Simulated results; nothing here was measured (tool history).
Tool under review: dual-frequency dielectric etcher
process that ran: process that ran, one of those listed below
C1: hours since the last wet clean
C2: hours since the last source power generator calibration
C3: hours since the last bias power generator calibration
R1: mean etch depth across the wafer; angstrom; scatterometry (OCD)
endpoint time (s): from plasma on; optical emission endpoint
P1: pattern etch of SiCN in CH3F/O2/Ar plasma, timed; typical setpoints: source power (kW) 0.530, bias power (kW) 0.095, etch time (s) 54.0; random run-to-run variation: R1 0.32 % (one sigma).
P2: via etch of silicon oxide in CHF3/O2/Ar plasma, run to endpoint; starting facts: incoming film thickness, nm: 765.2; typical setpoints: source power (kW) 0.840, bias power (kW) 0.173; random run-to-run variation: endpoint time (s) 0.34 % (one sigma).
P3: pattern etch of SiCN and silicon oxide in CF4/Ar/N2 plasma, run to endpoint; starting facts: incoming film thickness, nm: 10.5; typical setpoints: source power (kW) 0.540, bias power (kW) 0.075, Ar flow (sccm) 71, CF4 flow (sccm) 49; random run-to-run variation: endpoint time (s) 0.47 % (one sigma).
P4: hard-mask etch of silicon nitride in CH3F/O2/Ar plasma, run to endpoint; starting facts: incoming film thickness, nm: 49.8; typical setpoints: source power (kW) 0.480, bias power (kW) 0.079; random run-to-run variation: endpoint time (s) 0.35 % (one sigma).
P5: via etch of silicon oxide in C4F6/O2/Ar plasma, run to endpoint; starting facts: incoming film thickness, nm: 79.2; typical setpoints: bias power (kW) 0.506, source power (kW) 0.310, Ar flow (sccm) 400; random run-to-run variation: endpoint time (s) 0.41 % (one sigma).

{"run": 1, "hour": 13.2, "process that ran": "P1", "source power (kW)": 0.53, "bias power (kW)": 0.095, "etch time (s)": 54.0, "C1": 153.5, "C2": 1493.6, "C3": 1676.4, "R1": 250.89}
{"run": 2, "hour": 28.2, "process that ran": "P4", "source power (kW)": 0.48, "bias power (kW)": 0.079, "C1": 168.5, "C2": 1508.6, "C3": 1691.4, "endpoint time (s)": 63.646}
{"run": 3, "hour": 40.8, "process that ran": "P3", "source power (kW)": 0.54, "bias power (kW)": 0.075, "Ar flow (sccm)": 71, "CF4 flow (sccm)": 49, "C1": 181.1, "C2": 1521.2, "C3": 1704.0, "endpoint time (s)": 10.308}
{"run": 4, "hour": 53.1, "process that ran": "P4", "source power (kW)": 0.48, "bias power (kW)": 0.045, "C1": 193.4, "C2": 1533.5, "C3": 1716.3, "endpoint time (s)": 76.331}
{"run": 5, "hour": 68.0, "process that ran": "P1", "source power (kW)": 0.53, "bias power (kW)": 0.066, "etch time (s)": 67.0, "C1": 208.3, "C2": 1548.4, "C3": 1731.2, "R1": 273.67}
{"run": 6, "hour": 79.7, "process that ran": "P1", "source power (kW)": 0.53, "bias power (kW)": 0.129, "etch time (s)": 54.0, "C1": 220.0, "C2": 1560.1, "C3": 1742.9, "R1": 281.57}
{"run": 7, "hour": 89.9, "process that ran": "P1", "source power (kW)": 0.53, "bias power (kW)": 0.095, "etch time (s)": 54.0, "C1": 230.2, "C2": 1570.3, "C3": 1753.1, "R1": 250.81}
{"run": 8, "hour": 97.8, "process that ran": "P3", "source power (kW)": 0.54, "bias power (kW)": 0.075, "Ar flow (sccm)": 71, "CF4 flow (sccm)": 62, "C1": 238.1, "C2": 1578.2, "C3": 1761.0, "endpoint time (s)": 9.9916}
{"run": 9, "hour": 114.1, "process that ran": "P2", "source power (kW)": 1.1, "bias power (kW)": 0.173, "C1": 254.4, "C2": 1594.5, "C3": 1777.3, "endpoint time (s)": 305.01}
{"run": 10, "hour": 126.9, "process that ran": "P3", "source power (kW)": 0.54, "bias power (kW)": 0.075, "Ar flow (sccm)": 89, "CF4 flow (sccm)": 49, "C1": 267.2, "C2": 1607.3, "C3": 1790.1, "endpoint time (s)": 10.683}
{"run": 11, "hour": 137.3, "process that ran": "P2", "source power (kW)": 0.84, "bias power (kW)": 0.138, "C1": 277.6, "C2": 1617.7, "C3": 1800.5, "endpoint time (s)": 361.7}
{"run": 12, "hour": 148.9, "process that ran": "P1", "source power (kW)": 0.69, "bias power (kW)": 0.095, "etch time (s)": 54.0, "C1": 289.2, "C2": 1629.3, "C3": 1812.1, "R1": 277.69}
{"run": 13, "hour": 160.0, "process that ran": "P2", "source power (kW)": 0.84, "bias power (kW)": 0.173, "C1": 300.3, "C2": 1640.4, "C3": 1823.2, "endpoint time (s)": 337.1}
{"run": 14, "hour": 169.4, "process that ran": "P1", "source power (kW)": 0.53, "bias power (kW)": 0.095, "etch time (s)": 54.0, "C1": 309.7, "C2": 1649.8, "C3": 1832.6, "R1": 251.73}
{"run": 15, "hour": 178.8, "process that ran": "P3", "source power (kW)": 0.7, "bias power (kW)": 0.075, "Ar flow (sccm)": 71, "CF4 flow (sccm)": 49, "C1": 319.1, "C2": 1659.2, "C3": 1842.0, "endpoint time (s)": 8.2713}
{"run": 16, "hour": 191.3, "process that ran": "P1", "source power (kW)": 0.53, "bias power (kW)": 0.095, "etch time (s)": 54.0, "C1": 331.6, "C2": 1671.7, "C3": 1854.5, "R1": 249.66}
{"run": 17, "hour": 206.5, "process that ran": "P3", "source power (kW)": 0.54, "bias power (kW)": 0.048, "Ar flow (sccm)": 71, "CF4 flow (sccm)": 49, "C1": 346.8, "C2": 1686.9, "C3": 1869.7, "endpoint time (s)": 11.912}
{"run": 18, "hour": 222.7, "process that ran": "P1", "source power (kW)": 0.53, "bias power (kW)": 0.095, "etch time (s)": 71.0, "C1": 363.0, "C2": 1703.1, "C3": 1885.9, "R1": 329.14}
{"run": 19, "hour": 235.0, "process that ran": "P5", "source power (kW)": 0.31, "bias power (kW)": 0.396, "Ar flow (sccm)": 400, "C1": 375.3, "C2": 1715.4, "C3": 1898.2, "endpoint time (s)": 21.121}
{"run": 20, "hour": 249.7, "process that ran": "P5", "source power (kW)": 0.31, "bias power (kW)": 0.506, "Ar flow (sccm)": 400, "C1": 390.0, "C2": 1730.1, "C3": 1912.9, "endpoint time (s)": 19.177}
{"run": 21, "hour": 263.8, "process that ran": "P1", "source power (kW)": 0.53, "bias power (kW)": 0.095, "etch time (s)": 36.0, "C1": 404.1, "C2": 1744.2, "C3": 1927.0, "R1": 166.62}
{"run": 22, "hour": 274.7, "process that ran": "P1", "source power (kW)": 0.53, "bias power (kW)": 0.064, "etch time (s)": 54.0, "C1": 415.0, "C2": 1755.1, "C3": 1937.9, "R1": 218.11}
{"run": 23, "hour": 285.5, "process that ran": "P5", "source power (kW)": 0.31, "bias power (kW)": 0.506, "Ar flow (sccm)": 400, "C1": 425.8, "C2": 1765.9, "C3": 1948.7, "endpoint time (s)": 19.336}
{"run": 24, "hour": 302.0, "process that ran": "P1", "source power (kW)": 0.53, "bias power (kW)": 0.113, "etch time (s)": 77.5, "C1": 442.3, "C2": 1782.4, "C3": 1965.2, "R1": 383.58}
{"run": 25, "hour": 309.8, "process that ran": "P4", "source power (kW)": 0.66, "bias power (kW)": 0.079, "C1": 450.1, "C2": 1790.2, "C3": 1973.0, "endpoint time (s)": 56.089}
{"run": 26, "hour": 318.5, "process that ran": "P5", "source power (kW)": 0.31, "bias power (kW)": 0.506, "Ar flow (sccm)": 309, "C1": 458.8, "C2": 1798.9, "C3": 1981.7, "endpoint time (s)": 18.883}
{"run": 27, "hour": 329.0, "process that ran": "P1", "source power (kW)": 0.53, "bias power (kW)": 0.095, "etch time (s)": 54.0, "C1": 469.3, "C2": 1809.4, "C3": 1992.2, "R1": 248.93}
{"run": 28, "hour": 341.4, "process that ran": "P1", "source power (kW)": 0.32, "bias power (kW)": 0.095, "etch time (s)": 71.5, "C1": 481.7, "C2": 1821.8, "C3": 2004.6, "R1": 275.56}
{"run": 29, "hour": 359.3, "process that ran": "P1", "source power (kW)": 0.34, "bias power (kW)": 0.095, "etch time (s)": 54.0, "C1": 499.6, "C2": 1839.7, "C3": 2022.5, "R1": 212.19}
{"run": 30, "hour": 375.1, "process that ran": "P1", "source power (kW)": 0.53, "bias power (kW)": 0.095, "etch time (s)": 54.0, "C1": 515.4, "C2": 1855.5, "C3": 2038.3, "R1": 249.85}
{"run": 31, "hour": 389.4, "process that ran": "P5", "source power (kW)": 0.4, "bias power (kW)": 0.506, "Ar flow (sccm)": 400, "C1": 529.7, "C2": 1869.8, "C3": 2052.6, "endpoint time (s)": 17.588}
{"run": 32, "hour": 402.3, "process that ran": "P3", "source power (kW)": 0.54, "bias power (kW)": 0.075, "Ar flow (sccm)": 71, "CF4 flow (sccm)": 49, "C1": 542.6, "C2": 1882.7, "C3": 2065.5, "endpoint time (s)": 10.311}
{"run": 33, "hour": 414.9, "process that ran": "P1", "source power (kW)": 0.53, "bias power (kW)": 0.095, "etch time (s)": 54.0, "C1": 555.2, "C2": 1895.3, "C3": 2078.1, "R1": 251.79}
{"run": 34, "hour": 426.0, "process that ran": "P1", "source power (kW)": 0.53, "bias power (kW)": 0.095, "etch time (s)": 54.0, "C1": 566.3, "C2": 1906.4, "C3": 2089.2, "R1": 251.27}
{"run": 35, "hour": 436.7, "process that ran": "P1", "source power (kW)": 0.53, "bias power (kW)": 0.095, "etch time (s)": 54.0, "C1": 577.0, "C2": 1917.1, "C3": 2099.9, "R1": 253.85}
{"run": 36, "hour": 445.2, "process that ran": "P1", "source power (kW)": 0.53, "bias power (kW)": 0.095, "etch time (s)": 54.0, "C1": 585.5, "C2": 1925.6, "C3": 2108.4, "R1": 253.74}
{"run": 37, "hour": 455.3, "process that ran": "P1", "source power (kW)": 0.53, "bias power (kW)": 0.095, "etch time (s)": 54.0, "C1": 595.6, "C2": 1935.7, "C3": 2118.5, "R1": 253.73}
{"hour": 460.7, "done": "wet clean of the chamber"}
{"run": 38, "hour": 472.7, "process that ran": "P1", "source power (kW)": 0.53, "bias power (kW)": 0.095, "etch time (s)": 54.0, "C1": 12.0, "C2": 1953.1, "C3": 2135.9, "R1": 254.92}
{"run": 39, "hour": 490.7, "process that ran": "P1", "source power (kW)": 0.53, "bias power (kW)": 0.095, "etch time (s)": 54.0, "C1": 30.0, "C2": 1971.1, "C3": 2153.9, "R1": 252.63}
{"run": 40, "hour": 499.9, "process that ran": "P1", "source power (kW)": 0.53, "bias power (kW)": 0.095, "etch time (s)": 54.0, "C1": 39.2, "C2": 1980.3, "C3": 2163.1, "R1": 254.59}
{"run": 41, "hour": 507.9, "process that ran": "P1", "source power (kW)": 0.53, "bias power (kW)": 0.095, "etch time (s)": 54.0, "C1": 47.2, "C2": 1988.3, "C3": 2171.1, "R1": 255.54}
{"run": 42, "hour": 525.6, "process that ran": "P1", "source power (kW)": 0.53, "bias power (kW)": 0.095, "etch time (s)": 54.0, "C1": 64.9, "C2": 2006.0, "C3": 2188.8, "R1": 253.93}

Something has made what P1 gives creep away from where it was; the 2 causes below, each at its own stated size, fit the log equally well:
A: source power that arrives over what is set, % = 4.46
B: bias power that arrives over what is set, % = 4.51
The drift started at roughly hour 414.9.
The rest of the possible causes, and what rules out each one:
chamber walls in a state that raises the etch rate, %: serviced at hour 460.7, which brought nothing back

You are offered 4 check runs, listed below with question marks in place of their results; each one averages 2 wafers. Which run separates the listed causes by giving clearly different results for each?
{"run": "check 1", "hour": 543.3, "process that ran": "P4", "source power (kW)": 0.48, "bias power (kW)": 0.079, "endpoint time (s)": "?"}
{"run": "check 2", "hour": 543.3, "process that ran": "P3", "source power (kW)": 0.54, "bias power (kW)": 0.075, "Ar flow (sccm)": 71, "CF4 flow (sccm)": 49, "endpoint time (s)": "?"}
{"run": "check 3", "hour": 543.3, "process that ran": "P2", "source power (kW)": 0.84, "bias power (kW)": 0.173, "endpoint time (s)": "?"}
{"run": "check 4", "hour": 543.3, "process that ran": "P5", "source power (kW)": 0.31, "bias power (kW)": 0.506, "Ar flow (sccm)": 400, "endpoint time (s)": "?"}

Check results expected under each cause:
check=check_1 result=endpoint_time_(s) if_A=62.5390 if_B=62.6170
check=check_2 result=endpoint_time_(s) if_A=9.9368 if_B=10.1740
check=check_3 result=endpoint_time_(s) if_A=331.2300 if_B=332.0400
check=check_4 result=endpoint_time_(s) if_A=19.0150 if_B=19.0010
Distance between the nearest two causes, measured in the result of the check that separates them most: check 1 0.12 %; check 2 2.36 %; check 3 0.24 %; check 4 0.08 %
Of the check runs offered, only check 2 discriminates between the causes; the rest would read about the same regardless of which cause applies.

With check 2 done, the readings were: endpoint time (s) 9.9752. Identify which of the listed causes applies.

A is the cause: source power that arrives over what is set, %.
